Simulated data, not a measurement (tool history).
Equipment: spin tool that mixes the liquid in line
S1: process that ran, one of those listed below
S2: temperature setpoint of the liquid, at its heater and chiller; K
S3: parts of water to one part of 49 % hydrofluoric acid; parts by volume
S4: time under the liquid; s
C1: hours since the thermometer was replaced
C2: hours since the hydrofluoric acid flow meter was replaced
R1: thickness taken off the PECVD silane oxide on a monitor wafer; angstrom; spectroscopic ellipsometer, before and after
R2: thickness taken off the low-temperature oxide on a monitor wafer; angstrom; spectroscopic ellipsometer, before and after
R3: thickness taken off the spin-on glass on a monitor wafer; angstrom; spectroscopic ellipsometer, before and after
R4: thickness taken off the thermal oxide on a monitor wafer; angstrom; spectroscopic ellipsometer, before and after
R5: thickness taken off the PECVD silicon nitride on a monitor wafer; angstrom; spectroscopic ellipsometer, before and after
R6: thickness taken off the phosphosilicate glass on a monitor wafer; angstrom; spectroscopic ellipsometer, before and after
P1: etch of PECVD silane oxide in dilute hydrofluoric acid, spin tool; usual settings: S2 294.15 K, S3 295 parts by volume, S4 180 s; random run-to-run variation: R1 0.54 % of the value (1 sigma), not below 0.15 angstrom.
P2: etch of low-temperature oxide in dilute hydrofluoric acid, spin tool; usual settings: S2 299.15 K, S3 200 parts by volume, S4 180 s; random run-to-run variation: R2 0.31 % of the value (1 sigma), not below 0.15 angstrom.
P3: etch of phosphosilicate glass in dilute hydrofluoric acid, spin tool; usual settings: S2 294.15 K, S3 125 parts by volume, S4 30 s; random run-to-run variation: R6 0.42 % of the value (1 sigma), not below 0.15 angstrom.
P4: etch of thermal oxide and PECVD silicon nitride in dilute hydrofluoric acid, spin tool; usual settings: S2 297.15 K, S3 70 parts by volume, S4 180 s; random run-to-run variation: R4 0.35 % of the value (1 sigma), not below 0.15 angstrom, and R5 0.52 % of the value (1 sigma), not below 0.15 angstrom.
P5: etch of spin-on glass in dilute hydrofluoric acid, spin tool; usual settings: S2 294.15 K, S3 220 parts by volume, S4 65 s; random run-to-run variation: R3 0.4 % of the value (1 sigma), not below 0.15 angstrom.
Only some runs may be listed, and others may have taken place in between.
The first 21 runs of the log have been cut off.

run   hour  S1      S2   S3   S4      C1     C2       R1  R2  R3       R4      R5      R6
 22  279.0  P1  294.15  295  180  1124.2   89.3  136.160
 23  296.2  P1  290.15  295  180  1141.4  106.5  117.770
 24  304.9  P1  294.15  295   15  1150.1  115.2   11.525
 25  314.1  P1  294.15  295  180  1159.3  124.4  135.520
 26  328.1  P4  297.15   70  180  1173.3  138.4                   121.490  44.039
 27  340.2  P1  294.15  450  180  1185.4  150.5   77.905
 28  355.2  P3  294.15  220   30  1200.4  165.5                                    216.77
 29  365.5  P3  294.15  125   60  1210.7  175.8                                    846.96
 30  374.4  P1  294.15  295  180  1219.6  184.7  136.550
 31  382.6  P1  294.15  295  180  1227.8  192.9  134.940
 32  394.8  P1  294.15  295  180  1240.0  205.1  140.010
 33  409.0  P1  294.15  295  180  1254.2  219.3  143.070
 34  421.3  P1  294.15  295  180  1266.5  231.6  144.080
 35  431.7  P1  294.15  295  180  1276.9  242.0  145.240
 36  442.1  P1  294.15  295  180  1287.3  252.4  143.290
 37  452.3  P1  294.15  295  180  1297.5  262.6  144.220

What will run 38 give?
 38  461.2  P1  294.15  295  180  1306.4  271.5   ?

{"run 38": {"R1": 144.51}}
